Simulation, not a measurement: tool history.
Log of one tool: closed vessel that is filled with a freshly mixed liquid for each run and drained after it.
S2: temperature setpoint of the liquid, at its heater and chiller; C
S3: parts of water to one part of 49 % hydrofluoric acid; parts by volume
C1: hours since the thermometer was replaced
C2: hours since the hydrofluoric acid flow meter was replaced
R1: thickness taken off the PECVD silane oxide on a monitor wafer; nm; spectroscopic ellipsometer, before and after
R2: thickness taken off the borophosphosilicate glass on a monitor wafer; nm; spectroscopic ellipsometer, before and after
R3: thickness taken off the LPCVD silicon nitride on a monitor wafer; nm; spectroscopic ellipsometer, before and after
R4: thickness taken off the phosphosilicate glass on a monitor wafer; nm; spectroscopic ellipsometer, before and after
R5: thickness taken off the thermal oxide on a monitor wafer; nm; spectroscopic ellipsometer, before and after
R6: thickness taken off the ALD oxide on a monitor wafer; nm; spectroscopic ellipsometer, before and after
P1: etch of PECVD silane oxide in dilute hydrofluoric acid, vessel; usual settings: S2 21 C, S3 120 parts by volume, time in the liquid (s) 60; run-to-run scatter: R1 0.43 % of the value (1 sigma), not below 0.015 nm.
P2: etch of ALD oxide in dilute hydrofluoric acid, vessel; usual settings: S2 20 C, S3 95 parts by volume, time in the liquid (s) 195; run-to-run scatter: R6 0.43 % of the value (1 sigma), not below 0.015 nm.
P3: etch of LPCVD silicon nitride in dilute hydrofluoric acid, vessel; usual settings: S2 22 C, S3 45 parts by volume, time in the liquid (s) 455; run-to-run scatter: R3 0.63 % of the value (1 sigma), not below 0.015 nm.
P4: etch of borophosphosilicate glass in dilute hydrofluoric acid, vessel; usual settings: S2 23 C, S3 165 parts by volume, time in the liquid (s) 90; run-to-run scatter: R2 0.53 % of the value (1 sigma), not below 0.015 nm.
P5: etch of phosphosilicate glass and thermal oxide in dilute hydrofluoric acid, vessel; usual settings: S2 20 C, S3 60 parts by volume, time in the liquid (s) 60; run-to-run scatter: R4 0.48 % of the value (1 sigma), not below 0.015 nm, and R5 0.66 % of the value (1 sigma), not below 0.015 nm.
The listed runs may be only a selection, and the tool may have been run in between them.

{"run": 1, "day": 0.204, "process that ran": "P1", "S2": 21, "S3": 120, "time in the liquid (s)": 60, "C1": 375.6, "C2": 325.1, "R1": 6.5301}
{"run": 2, "day": 0.371, "process that ran": "P4", "S2": 29, "S3": 165, "time in the liquid (s)": 90, "C1": 379.6, "C2": 329.1, "R2": 32.347}
{"run": 3, "day": 0.558, "process that ran": "P1", "S2": 21, "S3": 45, "time in the liquid (s)": 60, "C1": 384.1, "C2": 333.6, "R1": 18.992}
{"run": 4, "day": 0.7, "process that ran": "P3", "S2": 22, "S3": 25, "time in the liquid (s)": 455, "C1": 387.5, "C2": 337, "R3": 8.1215}
{"run": 5, "day": 0.846, "process that ran": "P1", "S2": 21, "S3": 120, "time in the liquid (s)": 30, "C1": 391, "C2": 340.5, "R1": 3.2599}
{"run": 6, "day": 1.05, "process that ran": "P5", "S2": 20, "S3": 110, "time in the liquid (s)": 60, "C1": 395.9, "C2": 345.4, "R4": 43.617, "R5": 2.1291}
{"run": 7, "day": 1.254, "process that ran": "P2", "S2": 20, "S3": 35, "time in the liquid (s)": 195, "C1": 400.8, "C2": 350.3, "R6": 58.16}
{"run": 8, "day": 1.392, "process that ran": "P1", "S2": 26.5, "S3": 120, "time in the liquid (s)": 60, "C1": 404.1, "C2": 353.6, "R1": 8.0219}
{"run": 9, "day": 1.612, "process that ran": "P5", "S2": 20, "S3": 60, "time in the liquid (s)": 60, "C1": 409.4, "C2": 358.9, "R4": 84.435, "R5": 4.1608}
{"run": 10, "day": 1.825, "process that ran": "P4", "S2": 23, "S3": 165, "time in the liquid (s)": 30, "C1": 414.5, "C2": 364, "R2": 8.5828}
{"day": 2.071, "done": "thermometer replaced"}
{"run": 11, "day": 2.071, "process that ran": "P4", "S2": 23, "S3": 50, "time in the liquid (s)": 90, "C1": 0, "C2": 369.9, "R2": 97.708}
{"run": 12, "day": 2.317, "process that ran": "P1", "S2": 21, "S3": 195, "time in the liquid (s)": 60, "C1": 5.9, "C2": 375.8, "R1": 3.6798}
{"run": 13, "day": 2.558, "process that ran": "P4", "S2": 23, "S3": 165, "time in the liquid (s)": 90, "C1": 11.7, "C2": 381.6, "R2": 25.663}
{"run": 14, "day": 2.721, "process that ran": "P3", "S2": 22, "S3": 45, "time in the liquid (s)": 45, "C1": 15.6, "C2": 385.5, "R3": 0.45056}
{"run": 15, "day": 2.912, "process that ran": "P2", "S2": 20, "S3": 95, "time in the liquid (s)": 295, "C1": 20.2, "C2": 390.1, "R6": 30.525}
{"run": 16, "day": 3.046, "process that ran": "P1", "S2": 21, "S3": 120, "time in the liquid (s)": 60, "C1": 23.4, "C2": 393.3, "R1": 6.5738}
{"run": 17, "day": 3.262, "process that ran": "P5", "S2": 20, "S3": 60, "time in the liquid (s)": 30, "C1": 28.6, "C2": 398.5, "R4": 42.223, "R5": 2.0245}
{"run": 18, "day": 3.429, "process that ran": "P1", "S2": 17, "S3": 80, "time in the liquid (s)": 60, "C1": 32.6, "C2": 402.5, "R1": 8.6665}
{"run": 19, "day": 3.554, "process that ran": "P1", "S2": 21, "S3": 120, "time in the liquid (s)": 60, "C1": 35.6, "C2": 405.5, "R1": 6.4879}
{"run": 20, "day": 3.704, "process that ran": "P1", "S2": 21, "S3": 120, "time in the liquid (s)": 60, "C1": 39.2, "C2": 409.1, "R1": 6.4878}
{"run": 21, "day": 3.9, "process that ran": "P1", "S2": 21, "S3": 120, "time in the liquid (s)": 110, "C1": 43.9, "C2": 413.8, "R1": 11.982}
{"run": 22, "day": 4.033, "process that ran": "P2", "S2": 27.5, "S3": 95, "time in the liquid (s)": 195, "C1": 47.1, "C2": 417, "R6": 27.184}
{"run": 23, "day": 4.283, "process that ran": "P1", "S2": 21, "S3": 120, "time in the liquid (s)": 60, "C1": 53.1, "C2": 423, "R1": 6.5313}
{"run": 24, "day": 4.529, "process that ran": "P3", "S2": 22, "S3": 45, "time in the liquid (s)": 455, "C1": 59, "C2": 428.9, "R3": 4.5703}

Estimate the outcome of run 25 from the log above:
{"run": 25, "day": 4.721, "process that ran": "P1", "S2": 17, "S3": 120, "time in the liquid (s)": 60, "C1": 63.6, "C2": 433.5, "R1": "?"}

Run 25 produced R1 5.5261 nm.
